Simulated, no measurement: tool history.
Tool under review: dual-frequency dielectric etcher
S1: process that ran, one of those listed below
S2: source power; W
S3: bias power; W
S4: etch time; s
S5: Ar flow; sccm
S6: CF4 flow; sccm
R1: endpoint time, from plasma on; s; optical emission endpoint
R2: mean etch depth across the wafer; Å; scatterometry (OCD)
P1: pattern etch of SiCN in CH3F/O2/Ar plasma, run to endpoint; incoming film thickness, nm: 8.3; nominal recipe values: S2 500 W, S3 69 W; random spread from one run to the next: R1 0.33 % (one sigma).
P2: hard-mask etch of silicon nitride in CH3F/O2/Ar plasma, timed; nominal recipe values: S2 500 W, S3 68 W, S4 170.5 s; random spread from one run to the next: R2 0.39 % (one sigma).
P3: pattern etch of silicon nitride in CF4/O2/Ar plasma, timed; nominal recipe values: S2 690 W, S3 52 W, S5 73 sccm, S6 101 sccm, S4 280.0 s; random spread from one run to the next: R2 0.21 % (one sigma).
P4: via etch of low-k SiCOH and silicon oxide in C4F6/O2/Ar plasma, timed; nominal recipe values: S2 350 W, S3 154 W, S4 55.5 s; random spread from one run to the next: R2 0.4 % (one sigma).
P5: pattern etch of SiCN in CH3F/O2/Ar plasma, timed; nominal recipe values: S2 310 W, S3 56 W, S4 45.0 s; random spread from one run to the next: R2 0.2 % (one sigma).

run 1 hour=11.7 | S1=P1 S2=500 S3=69 | R1=20.375
run 2 hour=21.7 | S1=P1 S2=500 S3=69 | R1=20.253
run 3 hour=29.8 | S1=P1 S2=500 S3=94 | R1=18.192
run 4 hour=40.5 | S1=P4 S2=350 S3=154 S4=55.5 | R2=1305.90
run 5 hour=50.6 | S1=P1 S2=500 S3=69 | R1=20.338
run 6 hour=61.0 | S1=P4 S2=350 S3=154 S4=55.5 | R2=1302.90
run 7 hour=69.6 | S1=P5 S2=310 S3=40 S4=45.0 | R2=127.55
run 8 hour=76.8 | S1=P1 S2=500 S3=69 | R1=20.357
run 9 hour=85.2 | S1=P4 S2=480 S3=154 S4=55.5 | R2=1490.30
run 10 hour=95.7 | S1=P2 S2=370 S3=68 S4=170.5 | R2=1102.50
run 11 hour=106.0 | S1=P2 S2=500 S3=68 S4=170.5 | R2=1243.50
run 12 hour=112.5 | S1=P2 S2=500 S3=68 S4=94.0 | R2=683.07
run 13 hour=117.8 | S1=P1 S2=500 S3=69 | R1=20.275
run 14 hour=123.4 | S1=P3 S2=690 S3=52 S4=280.0 S5=73 S6=142 | R2=7659.20
run 15 hour=130.0 | S1=P3 S2=690 S3=52 S4=187.5 S5=73 S6=101 | R2=4936.40
run 16 hour=141.2 | S1=P1 S2=500 S3=45 | R1=23.372
run 17 hour=148.3 | S1=P1 S2=400 S3=95 | R1=19.799
run 18 hour=159.9 | S1=P1 S2=610 S3=69 | R1=18.821
run 19 hour=166.7 | S1=P1 S2=350 S3=69 | R1=23.116
run 20 hour=172.0 | S1=P3 S2=690 S3=42 S4=280.0 S5=73 S6=101 | R2=6861.30
run 21 hour=178.0 | S1=P3 S2=690 S3=52 S4=280.0 S5=73 S6=101 | R2=7389.40
run 22 hour=184.2 | S1=P1 S2=660 S3=44 | R1=21.220
run 23 hour=194.5 | S1=P5 S2=310 S3=56 S4=45.0 | R2=142.24
run 24 hour=203.1 | S1=P1 S2=500 S3=69 | R1=20.359
run 25 hour=210.3 | S1=P2 S2=500 S3=93 S4=170.5 | R2=1374.40
run 26 hour=217.8 | S1=P1 S2=640 S3=42 | R1=21.609
run 27 hour=225.4 | S1=P3 S2=870 S3=52 S4=280.0 S5=73 S6=101 | R2=9065.10
run 28 hour=237.1 | S1=P4 S2=350 S3=154 S4=80.0 | R2=1884.70
run 29 hour=244.0 | S1=P5 S2=310 S3=56 S4=55.0 | R2=174.08
run 30 hour=251.3 | S1=P3 S2=690 S3=52 S4=280.0 S5=73 S6=101 | R2=7379.60
run 31 hour=258.8 | S1=P5 S2=390 S3=56 S4=45.0 | R2=155.46
run 32 hour=267.9 | S1=P4 S2=350 S3=104 S4=55.5 | R2=1163.70
run 33 hour=278.2 | S1=P2 S2=500 S3=68 S4=170.5 | R2=1230.50
run 34 hour=288.5 | S1=P5 S2=310 S3=56 S4=45.0 | R2=142.74
run 35 hour=298.3 | S1=P3 S2=690 S3=52 S4=280.0 S5=58 S6=101 | R2=7581.40
run 36 hour=308.1 | S1=P1 S2=500 S3=69 | R1=20.319
run 37 hour=315.7 | S1=P1 S2=500 S3=69 | R1=20.524
run 38 hour=324.2 | S1=P1 S2=500 S3=69 | R1=20.469
run 39 hour=330.6 | S1=P1 S2=500 S3=69 | R1=20.564
run 40 hour=341.5 | S1=P1 S2=500 S3=69 | R1=20.720
run 41 hour=348.2 | S1=P1 S2=500 S3=69 | R1=20.509
run 42 hour=357.3 | S1=P1 S2=500 S3=69 | R1=20.660
-- hour=361.9 wet clean of the chamber
run 43 hour=368.9 | S1=P1 S2=500 S3=69 | R1=20.675
run 44 hour=374.9 | S1=P1 S2=500 S3=69 | R1=20.613
run 45 hour=384.0 | S1=P1 S2=500 S3=69 | R1=20.664
run 46 hour=391.3 | S1=P1 S2=500 S3=69 | R1=20.676

Something has made what P1 gives creep away from where it was; the 2 causes below, each at its own stated size, fit the log equally well:
A: bias power that arrives under what is set, % = 4.63
B: source power that arrives under what is set, % = 4.2
The gradual shift began around hour 308.1.
What rules out each remaining cause:
chamber walls in a state that lowers the etch rate, %: serviced after onset, at hour 361.9, with no recovery of the prior output

Which of the 4 check runs listed below separates the causes, so that each cause would produce a clearly different result? Each run uses one wafer, and its results are marked with question marks.
run check 1 hour=398.6 | S1=P2 S2=500 S3=68 S4=170.5 | R2=?
run check 2 hour=398.6 | S1=P3 S2=690 S3=52 S4=280.0 S5=73 S6=101 | R2=?
run check 3 hour=398.6 | S1=P4 S2=350 S3=154 S4=55.5 | R2=?
run check 4 hour=398.6 | S1=P5 S2=310 S3=56 S4=45.0 | R2=?

How each check would come out, cause by cause:
check=check_1 result=R2 if_A=1219.00 if_B=1218.10
check=check_2 result=R2 if_A=7261.10 if_B=7110.50
check=check_3 result=R2 if_A=1290.00 if_B=1287.10
check=check_4 result=R2 if_A=140.20 if_B=140.17
Separation of the two closest causes in each check, using whichever result separates them best: check 1 0.07 %; check 2 2.1 %; check 3 0.23 %; check 4 0.02 %
Only in check 2 would the causes give clearly different results; in the remaining checks their results would be nearly the same.

Running check 2 produced the following: R2 7092.70 Å. Which one of the listed causes fits?

B is the cause: source power that arrives under what is set, %.
